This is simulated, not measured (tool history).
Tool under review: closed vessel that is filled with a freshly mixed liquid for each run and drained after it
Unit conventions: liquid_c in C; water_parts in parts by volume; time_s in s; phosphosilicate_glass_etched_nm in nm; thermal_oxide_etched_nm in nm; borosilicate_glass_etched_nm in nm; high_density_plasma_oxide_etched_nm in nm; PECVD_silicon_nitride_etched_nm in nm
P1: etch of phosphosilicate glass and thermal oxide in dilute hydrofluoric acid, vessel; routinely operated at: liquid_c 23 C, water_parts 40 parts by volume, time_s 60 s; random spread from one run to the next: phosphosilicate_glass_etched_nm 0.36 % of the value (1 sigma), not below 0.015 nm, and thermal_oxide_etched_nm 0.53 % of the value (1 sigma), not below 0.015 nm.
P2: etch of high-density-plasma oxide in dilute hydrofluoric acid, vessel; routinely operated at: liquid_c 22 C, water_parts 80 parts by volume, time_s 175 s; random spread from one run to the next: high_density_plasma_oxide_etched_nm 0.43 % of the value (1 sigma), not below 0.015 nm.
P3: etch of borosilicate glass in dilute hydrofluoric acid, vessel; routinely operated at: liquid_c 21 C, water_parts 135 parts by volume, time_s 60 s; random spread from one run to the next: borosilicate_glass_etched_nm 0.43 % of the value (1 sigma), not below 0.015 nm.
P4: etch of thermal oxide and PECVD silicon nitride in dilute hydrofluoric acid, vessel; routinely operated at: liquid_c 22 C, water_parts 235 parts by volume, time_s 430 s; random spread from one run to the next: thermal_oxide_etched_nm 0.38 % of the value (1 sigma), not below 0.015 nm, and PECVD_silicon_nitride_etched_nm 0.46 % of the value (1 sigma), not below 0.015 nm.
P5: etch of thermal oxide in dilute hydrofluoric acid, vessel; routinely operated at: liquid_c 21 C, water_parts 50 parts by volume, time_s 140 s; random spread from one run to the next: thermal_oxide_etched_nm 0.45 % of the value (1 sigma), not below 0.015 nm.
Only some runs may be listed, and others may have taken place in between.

| run | hour | process | liquid_c | water_parts | time_s | hours since the thermometer was replaced | hours since the hydrofluoric acid flow meter was replaced | phosphosilicate_glass_etched_nm | thermal_oxide_etched_nm | borosilicate_glass_etched_nm | high_density_plasma_oxide_etched_nm | PECVD_silicon_nitride_etched_nm |
|---|---|---|---|---|---|---|---|---|---|---|---|---|
| 1 | 1.9 | P1 | 23 | 40 | 60 | 936.3 | 1435.9 | 133.27 | 6.6755 |  |  |  |
| 2 | 5.8 | P3 | 21 | 135 | 60 | 940.2 | 1439.8 |  |  | 8.8847 |  |  |
| 3 | 8.7 | P1 | 23 | 25 | 115 | 943.1 | 1442.7 | 417.1 | 20.706 |  |  |  |
| 4 | 12.9 | P2 | 22 | 80 | 340 | 947.3 | 1446.9 |  |  |  | 23.07 |  |
| 5 | 16.5 | P1 | 23 | 40 | 95 | 950.9 | 1450.5 | 211.53 | 10.563 |  |  |  |
| 6 | 19.4 | P3 | 21 | 135 | 60 | 953.8 | 1453.4 |  |  | 8.9428 |  |  |
| 7 | 22.9 | P2 | 17 | 80 | 175 | 957.3 | 1456.9 |  |  |  | 9.6254 |  |
| 8 | 26.1 | P1 | 17 | 40 | 60 | 960.5 | 1460.1 | 103.17 | 5.1134 |  |  |  |
| 9 | 30 | P1 | 27.5 | 40 | 35 | 964.4 | 1464 | 92.793 | 4.6483 |  |  |  |
| 10 | 32.6 | P1 | 23 | 40 | 60 | 967 | 1466.6 | 132.55 | 6.6306 |  |  |  |
| 11 | 35.7 | P1 | 23 | 60 | 60 | 970.1 | 1469.7 | 86.103 | 4.2993 |  |  |  |
| 12 | 37.6 | P5 | 21 | 50 | 140 | 972 | 1471.6 |  | 12.386 |  |  |  |
| 13 | 41.9 | P3 | 17 | 135 | 60 | 976.3 | 1475.9 |  |  | 7.6434 |  |  |
| 14 | 45.6 | P4 | 22 | 60 | 430 | 980 | 1479.6 |  | 32.441 |  |  | 31.079 |
| 15 | 49.1 | P4 | 22 | 235 | 430 | 983.5 | 1483.1 |  | 6.8496 |  |  | 8.1268 |
| 16 | 52.9 | P3 | 21 | 55 | 60 | 987.3 | 1486.9 |  |  | 24.117 |  |  |
| 17 | 55.7 | P1 | 23 | 40 | 30 | 990.1 | 1489.7 | 65.928 | 3.3192 |  |  |  |
| 18 | 58.8 | P1 | 23 | 20 | 30 | 993.2 | 1492.8 | 136.5 | 6.8325 |  |  |  |
| 19 | 62.6 | P5 | 17 | 50 | 140 | 997 | 1496.6 |  | 10.536 |  |  |  |
| 20 | 66.9 | P2 | 22 | 25 | 175 | 1001.3 | 1500.9 |  |  |  | 40.706 |  |
| 21 | 71.3 | P4 | 27 | 235 | 430 | 1005.7 | 1505.3 |  | 8.1719 |  |  | 11.138 |
| 22 | 73.8 | P1 | 23 | 40 | 60 | 1008.2 | 1507.8 | 133.67 | 6.6578 |  |  |  |
| 23 | 76.5 | P1 | 23 | 40 | 60 | 1010.9 | 1510.5 | 132.65 | 6.61 |  |  |  |
| 24 | 78.8 | P2 | 22 | 80 | 175 | 1013.2 | 1512.8 |  |  |  | 11.95 |  |
| 25 | 82.2 | P5 | 21 | 30 | 140 | 1016.6 | 1516.2 |  | 21.237 |  |  |  |
| 26 | 86.7 | P3 | 21 | 135 | 115 | 1021.1 | 1520.7 |  |  | 17.134 |  |  |
| 27 | 89.6 | P1 | 30.5 | 40 | 60 | 1024 | 1523.6 | 180.22 | 9.015 |  |  |  |
| 28 | 93.7 | P5 | 21 | 50 | 30 | 1028.1 | 1527.7 |  | 2.6249 |  |  |  |
| 29 | 97.3 | P1 | 23 | 25 | 60 | 1031.7 | 1531.3 | 215.39 | 10.783 |  |  |  |
| 30 | 100.4 | P4 | 22 | 235 | 700 | 1034.8 | 1534.4 |  | 11.154 |  |  | 13.24 |
| 31 | 102.9 | P1 | 23 | 40 | 60 | 1037.3 | 1536.9 | 132.76 | 6.6513 |  |  |  |
| 32 | 105.4 | P1 | 23 | 40 | 60 | 1039.8 | 1539.4 | 132.02 | 6.6661 |  |  |  |
| 33 | 109.1 | P1 | 23 | 40 | 60 | 1043.5 | 1543.1 | 127.4 | 6.3743 |  |  |  |
| 34 | 113.5 | P1 | 23 | 40 | 60 | 1047.9 | 1547.5 | 124.4 | 6.252 |  |  |  |
| 35 | 117.6 | P1 | 23 | 40 | 60 | 1052 | 1551.6 | 122.77 | 6.1334 |  |  |  |
| 36 | 121.6 | P1 | 23 | 40 | 60 | 1056 | 1555.6 | 121.26 | 6.1017 |  |  |  |
| 37 | 125.7 | P1 | 23 | 40 | 60 | 1060.1 | 1559.7 | 122.13 | 6.0567 |  |  |  |
| 38 | 128.9 | P1 | 23 | 40 | 60 | 1063.3 | 1562.9 | 121.52 | 6.1078 |  |  |  |

What P1 gives has crept off from where it sat before. The 2 causes that follow fit the log equally well, each at the size noted:
A: hydrofluoric acid flow below the setpoint (%) = 7.8
B: liquid colder than its thermometer reads (K) = 2.04
Onset of the creep was near hour 105.4.

Below are 4 check runs, each on a single wafer, with their results shown as question marks. Which of them would tell the listed causes apart, meaning the causes would give clearly different results under it?
| check 1 | 132.1 | P4 | 22 | 70 | 680 |  |  |  | ? |  |  | ? |
| check 2 | 132.1 | P2 | 18.5 | 40 | 175 |  |  |  |  |  | ? |  |
| check 3 | 132.1 | P5 | 17 | 50 | 40 |  |  |  | ? |  |  |  |
| check 4 | 132.1 | P3 | 17 | 135 | 115 |  |  |  |  | ? |  |  |

Expected result of each check under each candidate cause:
| check | result | if A | if B |
|---|---|---|---|
| check 1 | thermal_oxide_etched_nm | 39.899 | 40.045 |
| check 1 | PECVD_silicon_nitride_etched_nm | 38.845 | 36.585 |
| check 2 | high_density_plasma_oxide_etched_nm | 19.753 | 19.676 |
| check 3 | thermal_oxide_etched_nm | 2.7384 | 2.7288 |
| check 4 | borosilicate_glass_etched_nm | 13.305 | 13.402 |
How far apart the two closest causes lie, in the result that separates them most: check 1 6 %; check 2 0.39 %; check 3 0.35 %; check 4 0.72 %
Check 1 tells the causes apart: in the others they would give nearly the same result.

Check 1 was then run and gave: thermal_oxide_etched_nm 40.113 nm; PECVD_silicon_nitride_etched_nm 36.78 nm. Which cause is it?

Of the candidate causes, it is B: liquid colder than its thermometer reads (K).
